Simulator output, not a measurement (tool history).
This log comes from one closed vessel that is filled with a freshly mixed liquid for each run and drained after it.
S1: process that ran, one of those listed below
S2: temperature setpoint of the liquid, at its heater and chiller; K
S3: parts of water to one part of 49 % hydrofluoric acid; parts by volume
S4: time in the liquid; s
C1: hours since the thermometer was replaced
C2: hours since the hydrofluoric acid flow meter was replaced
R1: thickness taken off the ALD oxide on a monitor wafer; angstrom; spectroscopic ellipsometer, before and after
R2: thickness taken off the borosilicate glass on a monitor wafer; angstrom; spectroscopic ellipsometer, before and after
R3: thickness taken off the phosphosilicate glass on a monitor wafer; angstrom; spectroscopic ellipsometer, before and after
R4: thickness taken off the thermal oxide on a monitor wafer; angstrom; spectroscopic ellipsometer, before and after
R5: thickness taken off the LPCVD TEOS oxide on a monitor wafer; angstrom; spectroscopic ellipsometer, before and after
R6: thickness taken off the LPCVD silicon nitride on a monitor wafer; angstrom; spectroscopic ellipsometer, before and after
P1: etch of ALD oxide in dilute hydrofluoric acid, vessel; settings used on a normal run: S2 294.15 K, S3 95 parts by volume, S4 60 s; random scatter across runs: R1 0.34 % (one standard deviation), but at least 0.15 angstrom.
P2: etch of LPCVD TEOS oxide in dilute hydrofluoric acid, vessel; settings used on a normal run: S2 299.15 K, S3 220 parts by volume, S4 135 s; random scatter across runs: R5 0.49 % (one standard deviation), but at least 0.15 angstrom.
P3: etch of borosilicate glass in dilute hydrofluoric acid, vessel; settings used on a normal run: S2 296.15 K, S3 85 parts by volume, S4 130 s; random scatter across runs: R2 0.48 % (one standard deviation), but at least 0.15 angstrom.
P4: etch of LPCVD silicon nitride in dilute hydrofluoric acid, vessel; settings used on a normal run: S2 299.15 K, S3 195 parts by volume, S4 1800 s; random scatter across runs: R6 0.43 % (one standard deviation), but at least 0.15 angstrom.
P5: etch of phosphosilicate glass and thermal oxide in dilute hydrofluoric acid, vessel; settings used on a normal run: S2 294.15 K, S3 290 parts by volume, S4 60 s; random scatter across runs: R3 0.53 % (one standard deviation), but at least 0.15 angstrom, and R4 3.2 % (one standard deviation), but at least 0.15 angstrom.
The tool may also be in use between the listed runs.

run,hour,S1,S2,S3,S4,C1,C2,R1,R2,R3,R4,R5,R6
1,10.8,P1,294.15,95,60,460.7,1020,98.955,,,,,
2,24.2,P3,290.15,85,130,474.1,1033.4,,261.28,,,,
3,30.9,P5,294.15,45,60,480.8,1040.1,,,2164.4,53.858,,
4,42.7,P1,294.15,95,60,492.6,1051.9,98.764,,,,,
5,49.5,P1,294.15,95,30,499.4,1058.7,49.55,,,,,
6,59.5,P1,294.15,155,60,509.4,1068.7,56.551,,,,,
7,65.9,P3,296.15,85,130,515.8,1075.1,,332.31,,,,
8,76.8,P3,296.15,85,30,526.7,1086,,77.037,,,,
9,85.3,P5,294.15,290,60,535.2,1094.5,,,261.82,6.851,,
10,93.8,P2,299.15,220,220,543.7,1103,,,,,161.83,
11,104.2,P1,294.15,175,30,554.1,1113.4,24.625,,,,,
12,111.9,P1,294.15,95,60,561.8,1121.1,99.194,,,,,
13,121.9,P1,290.15,95,60,571.8,1131.1,83.753,,,,,
14,128.2,P4,299.15,60,1800,578.1,1137.4,,,,,,167.44
15,141.3,P4,293.65,195,1800,591.2,1150.5,,,,,,36.524
16,153.8,P1,294.15,135,35,603.7,1163,38.753,,,,,
17,165.6,P1,294.15,30,60,615.5,1174.8,338.24,,,,,
18,177.2,P2,299.15,220,135,627.1,1186.4,,,,,99.971,
19,184.7,P2,299.15,45,135,634.6,1193.9,,,,,601.97,
20,197.8,P1,294.15,95,95,647.7,1207,155.86,,,,,
21,209.3,P5,290.15,290,60,659.2,1218.5,,,223.09,5.8549,,
22,220.2,P1,294.15,95,60,670.1,1229.4,98.618,,,,,
23,227.9,P2,293.15,220,135,677.8,1237.1,,,,,79.992,
# hour 232.1: hydrofluoric acid flow meter replaced
24,234,P1,294.15,95,60,683.9,2,98.295,,,,,
25,245.7,P3,296.15,140,130,695.6,13.7,,191.63,,,,
26,255.4,P1,302.15,95,60,705.3,23.4,135.32,,,,,
27,265.4,P4,299.15,195,1800,715.3,33.4,,,,,,52.186
28,275.7,P5,294.15,290,110,725.6,43.7,,,477.24,12.176,,
29,286.3,P4,299.15,195,3600,736.2,54.3,,,,,,104.07
30,297.7,P2,299.15,220,135,747.6,65.7,,,,,99.685,
31,307.8,P1,294.15,95,60,757.7,75.8,98.999,,,,,
32,315.1,P1,294.15,95,60,765,83.1,95.556,,,,,
33,328.6,P1,294.15,95,60,778.5,96.6,92.777,,,,,
34,341.1,P1,294.15,95,60,791,109.1,91.162,,,,,
35,354.4,P1,294.15,95,60,804.3,122.4,91.252,,,,,
36,361.6,P1,294.15,95,60,811.5,129.6,90.937,,,,,
37,368.3,P1,294.15,95,60,818.2,136.3,90.48,,,,,

What P1 gives has crept away from where it was. These 2 causes fit the log equally well, each at the size given:
A: hydrofluoric acid flow below the setpoint (%) = 7.09
B: liquid colder than its thermometer reads (K) = 1.99
The onset of the drift is placed at about hour 307.8.

Of the 4 check runs listed below, each run on one wafer and each result written as a question mark, which would let you distinguish the listed causes because they would give clearly different results?
check 1,375,P3,296.15,135,130,,,,?,,,,
check 2,375,P5,294.15,200,105,,,,,?,?,,
check 3,375,P4,295.65,195,1800,,,,,,,,?
check 4,375,P2,299.15,50,185,,,,,,,?,

How each check would come out, cause by cause:
check,result,if A,if B
check 1,R2,182.39,183.64
check 2,R3,656.73,664.58
check 2,R4,16.711,16.911
check 3,R6,38.584,36.455
check 4,R5,685.17,683.58
Per-check spread between the two closest causes, in the result where they differ most: check 1 0.68 %; check 2 1.19 %; check 3 5.67 %; check 4 0.23 %
Check 3 is the one run that separates the causes; every other check would come out nearly the same whichever cause is at work.

With check 3 done, the readings were: R6 36.941 angstrom. Identify which of the listed causes applies.

Of the candidate causes, it is B: liquid colder than its thermometer reads (K).
